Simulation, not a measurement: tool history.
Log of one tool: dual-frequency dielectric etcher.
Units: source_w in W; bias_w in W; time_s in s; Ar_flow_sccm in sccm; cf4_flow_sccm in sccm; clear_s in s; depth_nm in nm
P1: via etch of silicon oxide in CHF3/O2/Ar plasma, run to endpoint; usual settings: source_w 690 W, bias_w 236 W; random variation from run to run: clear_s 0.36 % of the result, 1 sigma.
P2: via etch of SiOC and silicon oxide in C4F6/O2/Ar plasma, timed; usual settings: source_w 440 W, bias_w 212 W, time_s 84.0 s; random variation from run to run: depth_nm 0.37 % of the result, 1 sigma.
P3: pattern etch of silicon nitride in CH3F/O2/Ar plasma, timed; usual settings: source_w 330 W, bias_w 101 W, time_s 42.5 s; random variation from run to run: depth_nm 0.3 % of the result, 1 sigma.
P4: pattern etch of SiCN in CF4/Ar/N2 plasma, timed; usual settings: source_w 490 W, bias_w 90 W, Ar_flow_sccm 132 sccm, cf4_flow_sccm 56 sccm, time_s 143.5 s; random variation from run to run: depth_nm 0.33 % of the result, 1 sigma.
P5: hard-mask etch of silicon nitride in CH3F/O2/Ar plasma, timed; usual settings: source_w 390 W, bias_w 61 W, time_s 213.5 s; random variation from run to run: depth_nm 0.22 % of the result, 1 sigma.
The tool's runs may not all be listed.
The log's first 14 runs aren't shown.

run   hour  process  source_w  bias_w  time_s  Ar_flow_sccm  cf4_flow_sccm  hours since the last wet clean  hours since the last source power generator calibration  hours since the last bias power generator calibration  clear_s  depth_nm
 15  187.4       P1       570     153                                                                522.4                                                   2834.9                                                  933.5   302.39
 16  204.6       P1       690     236                                                                539.6                                                   2852.1                                                  950.7   242.16
 17  220.3       P4       490      90    79.0           132             56                           555.3                                                   2867.8                                                  966.4             74.754
 18  232.1       P1       500     312                                                                567.1                                                   2879.6                                                  978.2   247.18
 19  247.1       P5       390      61   213.5                                                        582.1                                                   2894.6                                                  993.2            133.480
 20  261.5       P4       490      90   143.5           132             40                           596.5                                                   2909.0                                                 1007.6            130.130
 21  278.1       P2       440     212    84.0                                                        613.1                                                   2925.6                                                 1024.2            101.200
 22  295.6       P1       690     236                                                                630.6                                                   2943.1                                                 1041.7   243.27

The next listed run, before its measurement:
 23  308.1       P5       390      61   117.5                                                        643.1                                                   2955.6                                                 1054.2                  ?

{"run 23": {"depth_nm": 73.358}}

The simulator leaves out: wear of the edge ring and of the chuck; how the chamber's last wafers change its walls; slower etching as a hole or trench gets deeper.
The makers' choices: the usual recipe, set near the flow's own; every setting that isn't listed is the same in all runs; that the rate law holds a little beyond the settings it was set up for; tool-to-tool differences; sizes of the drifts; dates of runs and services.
